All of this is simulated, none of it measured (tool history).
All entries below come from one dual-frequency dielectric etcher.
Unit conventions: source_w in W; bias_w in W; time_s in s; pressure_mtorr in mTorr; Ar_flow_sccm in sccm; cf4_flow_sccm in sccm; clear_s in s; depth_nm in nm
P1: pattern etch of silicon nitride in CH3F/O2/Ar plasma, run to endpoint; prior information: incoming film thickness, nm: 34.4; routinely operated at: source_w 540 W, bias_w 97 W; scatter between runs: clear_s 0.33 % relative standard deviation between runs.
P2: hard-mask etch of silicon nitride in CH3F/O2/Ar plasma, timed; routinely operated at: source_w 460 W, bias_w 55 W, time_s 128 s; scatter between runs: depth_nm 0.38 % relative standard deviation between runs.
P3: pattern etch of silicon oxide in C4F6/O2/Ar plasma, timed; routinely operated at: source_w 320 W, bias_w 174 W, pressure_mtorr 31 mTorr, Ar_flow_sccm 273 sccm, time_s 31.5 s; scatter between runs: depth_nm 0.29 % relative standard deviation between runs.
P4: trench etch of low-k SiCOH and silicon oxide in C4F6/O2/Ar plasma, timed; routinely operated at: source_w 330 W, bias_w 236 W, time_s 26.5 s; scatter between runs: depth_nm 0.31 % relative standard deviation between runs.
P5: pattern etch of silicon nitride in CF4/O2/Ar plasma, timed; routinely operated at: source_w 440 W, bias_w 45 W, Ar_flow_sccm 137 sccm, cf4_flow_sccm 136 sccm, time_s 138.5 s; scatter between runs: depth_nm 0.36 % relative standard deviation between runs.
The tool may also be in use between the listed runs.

run,hour,process,source_w,bias_w,time_s,pressure_mtorr,Ar_flow_sccm,cf4_flow_sccm,clear_s,depth_nm
1,3.7,P1,540,97,,,,,39.725,
2,9.1,P2,460,55,128,,,,,83.754
3,13.9,P3,320,134,31.5,31,273,,,83.582
4,18.6,P1,540,124,,,,,36.244,
5,23.8,P1,390,97,,,,,44.707,
6,29.4,P3,320,174,31.5,31,273,,,91.281
7,34.8,P5,440,45,138.5,,137,191,,234.05
8,40.6,P5,440,45,138.5,,137,136,,224.07
9,45.6,P1,540,66,,,,,45.166,
10,48.7,P1,740,97,,,,,35.167,
11,51.4,P5,620,45,138.5,,137,136,,301.52
12,54.7,P1,380,68,,,,,51.067,
13,57.7,P5,440,45,138.5,,97,136,,233.81
14,62.3,P5,440,45,138.5,,137,136,,224.65
15,67,P3,320,174,31.5,40,273,,,88.368
16,71,P4,330,332,26.5,,,,,95.608
17,76.7,P1,540,97,,,,,39.642,
18,81.9,P1,540,97,,,,,39.861,
19,85,P2,460,55,70.5,,,,,46.527
20,90.3,P4,330,236,26.5,,,,,84.682
21,93.8,P3,320,174,31.5,31,273,,,91.283
22,98.2,P2,350,55,128,,,,,75.621
23,101.1,P1,540,97,,,,,39.516,
24,105.2,P5,440,29,138.5,,137,136,,192.75
25,110.3,P4,330,236,17,,,,,54.175
26,113.8,P1,540,97,,,,,39.65,
27,117.2,P3,430,174,31.5,31,273,,,101.92
28,120,P3,320,174,31.5,31,160,,,96.32
29,124.9,P4,250,236,26.5,,,,,76.21
30,128.6,P3,320,174,24,31,273,,,69.068
31,133.2,P5,440,45,201.5,,137,136,,326.07
32,137.4,P1,400,118,,,,,41.234,
33,143.1,P2,460,36,128,,,,,73.796
34,146,P1,540,97,,,,,39.636,
35,150.5,P1,540,97,,,,,39.775,
36,153,P1,540,97,,,,,40.02,
37,156.3,P1,540,97,,,,,40.027,
# hour 160.7: wet clean of the chamber
38,161.9,P1,540,97,,,,,40.259,
39,166.1,P1,540,97,,,,,40.429,
40,169.3,P1,540,97,,,,,40.458,
41,173.1,P1,540,97,,,,,40.3,
42,177,P1,540,97,,,,,40.378,
43,180.3,P1,540,97,,,,,40.364,
44,183.4,P1,540,97,,,,,40.423,

What P1 gives has crept off from where it sat before. The 2 causes that follow fit the log equally well, each at the size noted:
A: bias power that arrives under what is set, % = 4.8
B: source power that arrives under what is set, % = 4.56
The onset of the drift is placed at about hour 146.
Every other cause this tool's parts could produce, and why it does not fit the log:
chamber walls in a state that lowers the etch rate, %: serviced after onset, at hour 160.7, with no recovery of the prior output

4 check runs are offered, each on 2 wafers whose results are averaged, their results left as question marks. Which one tells the causes apart?
check 1,186.5,P2,460,37,70.5,,,,,?
check 2,186.5,P5,440,37,138.5,,104,136,,?
check 3,186.5,P3,320,146,26,31,273,,,?
check 4,186.5,P4,330,236,22,,,,,?

What every check run would give for each of its results, assuming each possible cause in turn:
check,result,if A,if B
check 1,depth_nm,40.53,40.332
check 2,depth_nm,212.99,207.84
check 3,depth_nm,70.118,69.886
check 4,depth_nm,69.341,69.254
How far apart the two closest causes lie, in the result that separates them most: check 1 0.49 %; check 2 2.45 %; check 3 0.33 %; check 4 0.13 %
The causes can be told apart only by check 2. The other checks would give nearly the same results under each of them.

Check 2 has now been run. It gave: depth_nm 213.46 nm. Which of the candidate causes is it?

The correct cause is A, namely: bias power that arrives under what is set, %.

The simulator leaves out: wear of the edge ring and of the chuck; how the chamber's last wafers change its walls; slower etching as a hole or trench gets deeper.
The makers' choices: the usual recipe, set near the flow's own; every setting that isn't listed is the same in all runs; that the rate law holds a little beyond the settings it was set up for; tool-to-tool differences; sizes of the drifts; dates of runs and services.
